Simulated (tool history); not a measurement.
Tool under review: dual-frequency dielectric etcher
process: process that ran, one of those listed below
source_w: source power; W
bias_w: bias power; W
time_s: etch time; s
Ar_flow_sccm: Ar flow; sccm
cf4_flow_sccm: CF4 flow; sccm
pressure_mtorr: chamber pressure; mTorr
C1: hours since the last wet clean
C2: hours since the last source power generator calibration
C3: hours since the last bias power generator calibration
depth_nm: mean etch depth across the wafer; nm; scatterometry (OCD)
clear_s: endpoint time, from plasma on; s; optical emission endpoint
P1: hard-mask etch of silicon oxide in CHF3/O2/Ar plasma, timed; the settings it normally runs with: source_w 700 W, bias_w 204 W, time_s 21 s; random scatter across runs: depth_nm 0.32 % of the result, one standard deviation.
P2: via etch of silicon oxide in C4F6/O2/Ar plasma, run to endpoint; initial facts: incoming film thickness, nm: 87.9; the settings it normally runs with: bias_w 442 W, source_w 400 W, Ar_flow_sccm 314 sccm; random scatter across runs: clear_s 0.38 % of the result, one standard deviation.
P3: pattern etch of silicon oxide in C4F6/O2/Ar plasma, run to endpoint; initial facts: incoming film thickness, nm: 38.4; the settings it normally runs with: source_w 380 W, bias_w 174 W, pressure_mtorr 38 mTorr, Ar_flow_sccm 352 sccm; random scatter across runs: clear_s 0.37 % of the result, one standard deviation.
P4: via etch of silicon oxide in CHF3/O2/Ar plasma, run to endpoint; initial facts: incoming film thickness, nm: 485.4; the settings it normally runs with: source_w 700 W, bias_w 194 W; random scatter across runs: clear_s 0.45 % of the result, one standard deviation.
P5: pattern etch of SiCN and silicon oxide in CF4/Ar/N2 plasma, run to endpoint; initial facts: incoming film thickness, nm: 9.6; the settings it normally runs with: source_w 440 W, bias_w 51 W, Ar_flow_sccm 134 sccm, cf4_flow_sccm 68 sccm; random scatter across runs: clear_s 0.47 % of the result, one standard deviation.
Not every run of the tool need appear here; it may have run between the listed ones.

Run 1, hour 10.6: process P1, source_w 700 W, bias_w 204 W, time_s 21 s; C1 450; C2 456.1; C3 1599.3. Result: depth_nm 45.053 nm.
Run 2, hour 25.1: process P2, source_w 400 W, bias_w 442 W, Ar_flow_sccm 314 sccm; C1 464.5; C2 470.6; C3 1613.8. Result: clear_s 20.305 s.
Run 3, hour 40.5: process P1, source_w 700 W, bias_w 204 W, time_s 21 s; C1 479.9; C2 486; C3 1629.2. Result: depth_nm 45.14 nm.
Run 4, hour 48.6: process P5, source_w 440 W, bias_w 51 W, Ar_flow_sccm 134 sccm, cf4_flow_sccm 68 sccm; C1 488; C2 494.1; C3 1637.3. Result: clear_s 13.132 s.
Run 5, hour 63.4: process P1, source_w 700 W, bias_w 272 W, time_s 11.5 s; C1 502.8; C2 508.9; C3 1652.1. Result: depth_nm 27.355 nm.
Run 6, hour 71.7: process P2, source_w 400 W, bias_w 536 W, Ar_flow_sccm 314 sccm; C1 511.1; C2 517.2; C3 1660.4. Result: clear_s 18.795 s.
Run 7, hour 84.1: process P1, source_w 700 W, bias_w 204 W, time_s 21 s; C1 523.5; C2 529.6; C3 1672.8. Result: depth_nm 45.043 nm.
Run 8, hour 93.3: process P1, source_w 920 W, bias_w 204 W, time_s 21 s; C1 532.7; C2 538.8; C3 1682. Result: depth_nm 50.183 nm.
Run 9, hour 101.8: process P5, source_w 280 W, bias_w 51 W, Ar_flow_sccm 134 sccm, cf4_flow_sccm 68 sccm; C1 541.2; C2 547.3; C3 1690.5. Result: clear_s 19.695 s.
Run 10, hour 115.3: process P1, source_w 700 W, bias_w 204 W, time_s 31 s; C1 554.7; C2 560.8; C3 1704. Result: depth_nm 66.509 nm.
Run 11, hour 130.3: process P3, source_w 260 W, bias_w 174 W, Ar_flow_sccm 352 sccm, pressure_mtorr 38 mTorr; C1 569.7; C2 575.8; C3 1719. Result: clear_s 15.328 s.
Run 12, hour 140: process P1, source_w 450 W, bias_w 204 W, time_s 21 s; C1 579.4; C2 585.5; C3 1728.7. Result: depth_nm 38.314 nm.
Run 13, hour 152.6: process P3, source_w 380 W, bias_w 174 W, Ar_flow_sccm 352 sccm, pressure_mtorr 26.5 mTorr; C1 592; C2 598.1; C3 1741.3. Result: clear_s 12.811 s.
Run 14, hour 164.6: process P3, source_w 380 W, bias_w 174 W, Ar_flow_sccm 352 sccm, pressure_mtorr 38 mTorr; C1 604; C2 610.1; C3 1753.3. Result: clear_s 13.256 s.
Run 15, hour 178.3: process P4, source_w 700 W, bias_w 194 W; C1 617.7; C2 623.8; C3 1767. Result: clear_s 223.07 s.
Run 16, hour 192.8: process P5, source_w 440 W, bias_w 51 W, Ar_flow_sccm 134 sccm, cf4_flow_sccm 68 sccm; C1 632.2; C2 638.3; C3 1781.5. Result: clear_s 13.059 s.
At hour 202.2: source power generator calibrated.
Run 17, hour 207.9: process P3, source_w 380 W, bias_w 174 W, Ar_flow_sccm 352 sccm, pressure_mtorr 38 mTorr; C1 647.3; C2 5.8; C3 1796.6. Result: clear_s 13.312 s.
Run 18, hour 223.6: process P1, source_w 700 W, bias_w 204 W, time_s 21 s; C1 663; C2 21.5; C3 1812.3. Result: depth_nm 45.262 nm.
Run 19, hour 235.9: process P2, source_w 400 W, bias_w 442 W, Ar_flow_sccm 250 sccm; C1 675.3; C2 33.8; C3 1824.6. Result: clear_s 19.836 s.
Run 20, hour 244.4: process P1, source_w 700 W, bias_w 257 W, time_s 21 s; C1 683.8; C2 42.3; C3 1833.1. Result: depth_nm 49.251 nm.
Run 21, hour 255.6: process P3, source_w 380 W, bias_w 174 W, Ar_flow_sccm 473 sccm, pressure_mtorr 38 mTorr; C1 695; C2 53.5; C3 1844.3. Result: clear_s 13.826 s.
Run 22, hour 266: process P3, source_w 380 W, bias_w 114 W, Ar_flow_sccm 352 sccm, pressure_mtorr 38 mTorr; C1 705.4; C2 63.9; C3 1854.7. Result: clear_s 15.213 s.
Run 23, hour 276.3: process P2, source_w 490 W, bias_w 442 W, Ar_flow_sccm 314 sccm; C1 715.7; C2 74.2; C3 1865. Result: clear_s 18.811 s.
Run 24, hour 288.8: process P1, source_w 700 W, bias_w 159 W, time_s 21 s; C1 728.2; C2 86.7; C3 1877.5. Result: depth_nm 41.724 nm.
Run 25, hour 302.8: process P5, source_w 440 W, bias_w 51 W, Ar_flow_sccm 84 sccm, cf4_flow_sccm 68 sccm; C1 742.2; C2 100.7; C3 1891.5. Result: clear_s 12.239 s.
Run 26, hour 310.3: process P5, source_w 440 W, bias_w 51 W, Ar_flow_sccm 134 sccm, cf4_flow_sccm 55 sccm; C1 749.7; C2 108.2; C3 1899. Result: clear_s 13.487 s.
Run 27, hour 324.2: process P1, source_w 700 W, bias_w 204 W, time_s 21 s; C1 763.6; C2 122.1; C3 1912.9. Result: depth_nm 45.283 nm.
Run 28, hour 336: process P4, source_w 700 W, bias_w 119 W; C1 775.4; C2 133.9; C3 1924.7. Result: clear_s 261.28 s.
Run 29, hour 350.2: process P1, source_w 700 W, bias_w 204 W, time_s 15.5 s; C1 789.6; C2 148.1; C3 1938.9. Result: depth_nm 33.541 nm.
Run 30, hour 362.5: process P5, source_w 440 W, bias_w 41 W, Ar_flow_sccm 134 sccm, cf4_flow_sccm 68 sccm; C1 801.9; C2 160.4; C3 1951.2. Result: clear_s 13.981 s.
Run 31, hour 377.9: process P4, source_w 880 W, bias_w 194 W; C1 817.3; C2 175.8; C3 1966.6. Result: clear_s 203.29 s.
Run 32, hour 390.8: process P1, source_w 700 W, bias_w 204 W, time_s 21 s; C1 830.2; C2 188.7; C3 1979.5. Result: depth_nm 45.133 nm.

The next listed run, before its measurement:
Run 33, hour 400.9: process P1, source_w 700 W, bias_w 204 W, time_s 21 s; C1 840.3; C2 198.8; C3 1989.6. Result: depth_nm ?.

{"run 33": {"depth_nm": 45.162}}
